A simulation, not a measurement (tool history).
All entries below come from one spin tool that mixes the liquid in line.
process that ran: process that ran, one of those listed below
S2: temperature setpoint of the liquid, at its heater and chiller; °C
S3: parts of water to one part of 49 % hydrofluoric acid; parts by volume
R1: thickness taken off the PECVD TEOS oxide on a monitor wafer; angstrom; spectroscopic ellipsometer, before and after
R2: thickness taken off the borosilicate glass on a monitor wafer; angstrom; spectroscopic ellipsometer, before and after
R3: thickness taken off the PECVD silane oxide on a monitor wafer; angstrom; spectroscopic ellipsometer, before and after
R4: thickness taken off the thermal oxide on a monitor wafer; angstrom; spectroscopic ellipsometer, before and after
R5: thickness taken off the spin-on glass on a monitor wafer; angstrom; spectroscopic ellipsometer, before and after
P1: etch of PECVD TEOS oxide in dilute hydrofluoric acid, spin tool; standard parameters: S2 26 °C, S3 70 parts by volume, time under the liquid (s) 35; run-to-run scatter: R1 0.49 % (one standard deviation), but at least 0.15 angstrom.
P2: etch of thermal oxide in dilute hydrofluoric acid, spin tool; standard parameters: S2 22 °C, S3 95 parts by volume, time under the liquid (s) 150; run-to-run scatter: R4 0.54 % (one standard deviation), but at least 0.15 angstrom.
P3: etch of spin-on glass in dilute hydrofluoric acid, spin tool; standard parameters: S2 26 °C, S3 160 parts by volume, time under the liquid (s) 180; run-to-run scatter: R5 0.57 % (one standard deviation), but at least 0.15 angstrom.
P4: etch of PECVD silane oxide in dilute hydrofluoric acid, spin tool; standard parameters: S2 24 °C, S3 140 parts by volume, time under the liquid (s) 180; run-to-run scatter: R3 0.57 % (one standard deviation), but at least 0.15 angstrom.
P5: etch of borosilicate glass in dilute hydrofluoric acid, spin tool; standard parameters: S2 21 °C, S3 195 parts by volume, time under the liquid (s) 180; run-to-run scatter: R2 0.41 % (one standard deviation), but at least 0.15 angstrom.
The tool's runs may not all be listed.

Run 1, hour 13.5: process that ran P1, S2 26 °C, S3 70 parts by volume, time under the liquid (s) 35. Result: R1 52.866 angstrom.
Run 2, hour 27.2: process that ran P1, S2 26 °C, S3 70 parts by volume, time under the liquid (s) 35. Result: R1 52.935 angstrom.
Run 3, hour 43.1: process that ran P5, S2 21 °C, S3 195 parts by volume, time under the liquid (s) 180. Result: R2 208.5 angstrom.
Run 4, hour 50.6: process that ran P5, S2 21 °C, S3 195 parts by volume, time under the liquid (s) 15. Result: R2 17.391 angstrom.
Run 5, hour 64.4: process that ran P4, S2 24 °C, S3 140 parts by volume, time under the liquid (s) 330. Result: R3 417.92 angstrom.
Run 6, hour 78.3: process that ran P1, S2 26 °C, S3 70 parts by volume, time under the liquid (s) 35. Result: R1 52.921 angstrom.
Run 7, hour 88: process that ran P1, S2 26 °C, S3 70 parts by volume, time under the liquid (s) 35. Result: R1 52.388 angstrom.
Run 8, hour 100.4: process that ran P1, S2 21 °C, S3 125 parts by volume, time under the liquid (s) 35. Result: R1 22.838 angstrom.
Run 9, hour 112.5: process that ran P2, S2 17 °C, S3 95 parts by volume, time under the liquid (s) 150. Result: R4 58.077 angstrom.
Run 10, hour 125.4: process that ran P1, S2 26 °C, S3 125 parts by volume, time under the liquid (s) 35. Result: R1 27.485 angstrom.
Run 11, hour 138.6: process that ran P4, S2 24 °C, S3 45 parts by volume, time under the liquid (s) 180. Result: R3 794.2 angstrom.
Run 12, hour 154.2: process that ran P3, S2 34 °C, S3 160 parts by volume, time under the liquid (s) 180. Result: R5 610.17 angstrom.
Run 13, hour 167.6: process that ran P5, S2 28.5 °C, S3 195 parts by volume, time under the liquid (s) 180. Result: R2 275.54 angstrom.
Run 14, hour 182.1: process that ran P2, S2 22 °C, S3 95 parts by volume, time under the liquid (s) 150. Result: R4 70.635 angstrom.
Run 15, hour 196.7: process that ran P5, S2 21 °C, S3 35 parts by volume, time under the liquid (s) 180. Result: R2 1394.8 angstrom.
Run 16, hour 209.8: process that ran P1, S2 26 °C, S3 70 parts by volume, time under the liquid (s) 35. Result: R1 52.69 angstrom.
Run 17, hour 224.7: process that ran P1, S2 26 °C, S3 70 parts by volume, time under the liquid (s) 15. Result: R1 22.482 angstrom.
Run 18, hour 237: process that ran P3, S2 26 °C, S3 275 parts by volume, time under the liquid (s) 180. Result: R5 234.41 angstrom.
Run 19, hour 253.1: process that ran P2, S2 22 °C, S3 95 parts by volume, time under the liquid (s) 15. Result: R4 6.8266 angstrom.
Run 20, hour 267.7: process that ran P1, S2 26 °C, S3 70 parts by volume, time under the liquid (s) 55. Result: R1 82.234 angstrom.
Run 21, hour 279.6: process that ran P4, S2 28.5 °C, S3 140 parts by volume, time under the liquid (s) 180. Result: R3 272.73 angstrom.
Run 22, hour 296.1: process that ran P4, S2 24 °C, S3 140 parts by volume, time under the liquid (s) 180. Result: R3 228.58 angstrom.

What does the tool deliver on the next run?
Run 23, hour 304.6: process that ran P3, S2 26 °C, S3 160 parts by volume, time under the liquid (s) 180. Result: R5 ?.

Run 23 yielded R5 457.54 angstrom.
